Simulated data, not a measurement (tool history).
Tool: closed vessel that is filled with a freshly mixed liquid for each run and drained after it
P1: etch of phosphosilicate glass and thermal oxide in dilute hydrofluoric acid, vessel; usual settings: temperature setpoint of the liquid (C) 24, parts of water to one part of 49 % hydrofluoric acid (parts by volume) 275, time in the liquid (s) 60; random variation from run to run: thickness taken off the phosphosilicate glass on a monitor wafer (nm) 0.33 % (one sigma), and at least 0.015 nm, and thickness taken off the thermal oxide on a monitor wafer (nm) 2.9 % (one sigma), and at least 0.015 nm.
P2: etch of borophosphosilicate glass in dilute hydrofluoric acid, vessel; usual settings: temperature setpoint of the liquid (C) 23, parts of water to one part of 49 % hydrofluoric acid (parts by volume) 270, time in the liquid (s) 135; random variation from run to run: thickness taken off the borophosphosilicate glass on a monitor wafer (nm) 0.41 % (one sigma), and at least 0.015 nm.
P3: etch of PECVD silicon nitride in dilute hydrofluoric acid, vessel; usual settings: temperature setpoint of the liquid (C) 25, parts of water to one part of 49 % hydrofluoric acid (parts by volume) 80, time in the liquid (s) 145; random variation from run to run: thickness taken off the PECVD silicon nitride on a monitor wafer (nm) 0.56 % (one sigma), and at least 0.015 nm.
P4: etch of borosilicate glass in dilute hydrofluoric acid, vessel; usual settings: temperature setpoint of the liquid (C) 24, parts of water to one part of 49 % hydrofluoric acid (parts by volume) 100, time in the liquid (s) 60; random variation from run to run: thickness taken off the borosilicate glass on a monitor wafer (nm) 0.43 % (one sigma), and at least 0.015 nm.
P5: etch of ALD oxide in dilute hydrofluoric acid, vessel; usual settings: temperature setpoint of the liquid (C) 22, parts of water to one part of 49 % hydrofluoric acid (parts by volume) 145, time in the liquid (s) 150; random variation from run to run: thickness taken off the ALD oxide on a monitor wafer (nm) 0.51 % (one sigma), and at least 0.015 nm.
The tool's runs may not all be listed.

run     day  process that ran  temperature setpoint of the liquid (C)  parts of water to one part of 49 % hydrofluoric acid (parts by volume)  time in the liquid (s)  thickness taken off the phosphosilicate glass on a monitor wafer (nm)  thickness taken off the thermal oxide on a monitor wafer (nm)  thickness taken off the borophosphosilicate glass on a monitor wafer (nm)  thickness taken off the PECVD silicon nitride on a monitor wafer (nm)  thickness taken off the borosilicate glass on a monitor wafer (nm)  thickness taken off the ALD oxide on a monitor wafer (nm)
  1   0.692                P1                                      24                                                                     275                      60                                                                 20.771                                                        0.80121
  2   1.225                P1                                      24                                                                     275                      60                                                                 20.837                                                        0.81454
  3   1.746                P2                                      23                                                                     270                     135                                                                                                                                                                                                           25.783
  4    2.45                P1                                      24                                                                     470                      60                                                                 10.114                                                        0.42925
  5   3.108                P1                                      17                                                                     275                      60                                                                 16.042                                                        0.69312
  6   3.708                P2                                      23                                                                     270                     135                                                                                                                                                                                                           25.772
  7   4.058                P1                                    28.5                                                                     275                      95                                                                 38.141                                                         1.5882
  8   4.408                P1                                      24                                                                     275                      60                                                                 20.731                                                         0.8824
  9   5.117                P3                                      25                                                                      80                     145                                                                                                                                                                                                                                                                                   5.414
 10   5.738                P2                                      23                                                                     160                     135                                                                                                                                                                                                           48.879
 11   6.371                P1                                      24                                                                     275                     110                                                                 37.935                                                         1.5613
 12   6.996                P4                                      24                                                                     100                     110                                                                                                                                                                                                                                                                                                                                                      46.365
 13   7.429                P1                                      24                                                                      75                      30                                                                 47.432                                                         1.9079
 14   8.146                P1                                      24                                                                     170                      60                                                                 37.586                                                         1.5611
 15   8.754                P1                                      24                                                                     275                      60                                                                 20.804                                                        0.90218
 16   9.104                P1                                      24                                                                     460                     110                                                                 19.244                                                        0.81826
 17   9.496                P3                                      25                                                                     120                     145                                                                                                                                                                                                                                                                                  3.6047
 18   9.954                P5                                      22                                                                     145                      80                                                                                                                                                                                                                                                                                                                                                                                                                 8.3947
 19   10.65                P4                                      24                                                                     100                      60                                                                                                                                                                                                                                                                                                                                                      25.321
 20  11.021                P1                                      24                                                                     275                      60                                                                 20.913                                                        0.86029
 21  11.538                P4                                    31.5                                                                     100                      60                                                                                                                                                                                                                                                                                                                                                      33.887
 22  12.004                P5                                      17                                                                     145                     150                                                                                                                                                                                                                                                                                                                                                                                                                 12.825

The next listed run, before its measurement:
 23  12.354                P3                                      25                                                                      80                      30                                                                                                                                                                                                                                                                                       ?

thickness taken off the PECVD silicon nitride on a monitor wafer (nm): 1.109
